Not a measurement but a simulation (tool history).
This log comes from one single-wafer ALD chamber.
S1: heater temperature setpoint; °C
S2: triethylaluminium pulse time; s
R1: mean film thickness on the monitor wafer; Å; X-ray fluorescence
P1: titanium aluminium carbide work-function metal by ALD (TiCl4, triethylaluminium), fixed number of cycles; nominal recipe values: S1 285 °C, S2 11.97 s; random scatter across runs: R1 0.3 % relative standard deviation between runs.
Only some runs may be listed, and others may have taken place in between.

{"run": 1, "day": 0.529, "S1": 285, "S2": 11.97, "R1": 19.413}
{"day": 0.675, "done": "triethylaluminium bottle replaced"}
{"run": 2, "day": 1.008, "S1": 285, "S2": 5.28, "R1": 16.555}
{"run": 3, "day": 1.712, "S1": 285, "S2": 16.77, "R1": 19.715}
{"run": 4, "day": 2.442, "S1": 285, "S2": 11.97, "R1": 19.425}
{"run": 5, "day": 2.767, "S1": 285, "S2": 11.97, "R1": 19.463}
{"run": 6, "day": 3.204, "S1": 285, "S2": 11.97, "R1": 19.456}
{"run": 7, "day": 3.662, "S1": 296, "S2": 16.86, "R1": 20.602}
{"run": 8, "day": 4.2, "S1": 264, "S2": 11.97, "R1": 17.607}
{"run": 9, "day": 4.746, "S1": 307, "S2": 11.97, "R1": 21.296}
{"run": 10, "day": 5.146, "S1": 263, "S2": 19.28, "R1": 17.747}
{"run": 11, "day": 5.671, "S1": 285, "S2": 11.97, "R1": 19.436}
{"run": 12, "day": 5.996, "S1": 306, "S2": 4.71, "R1": 17.366}
{"run": 13, "day": 6.729, "S1": 285, "S2": 11.97, "R1": 19.422}
{"run": 14, "day": 7.429, "S1": 285, "S2": 11.97, "R1": 19.286}
{"run": 15, "day": 7.975, "S1": 285, "S2": 11.97, "R1": 19.323}
{"run": 16, "day": 8.7, "S1": 285, "S2": 11.97, "R1": 19.143}
{"run": 17, "day": 9.142, "S1": 285, "S2": 11.97, "R1": 19.119}
{"run": 18, "day": 9.871, "S1": 285, "S2": 11.97, "R1": 19.05}
{"run": 19, "day": 10.517, "S1": 285, "S2": 11.97, "R1": 19.134}
{"run": 20, "day": 11.092, "S1": 285, "S2": 11.97, "R1": 19.001}

Run 21 is up next; what results do you expect?
{"run": 21, "day": 11.429, "S1": 285, "S2": 11.97, "R1": "?"}

{"run 21": {"R1": 19.129}}
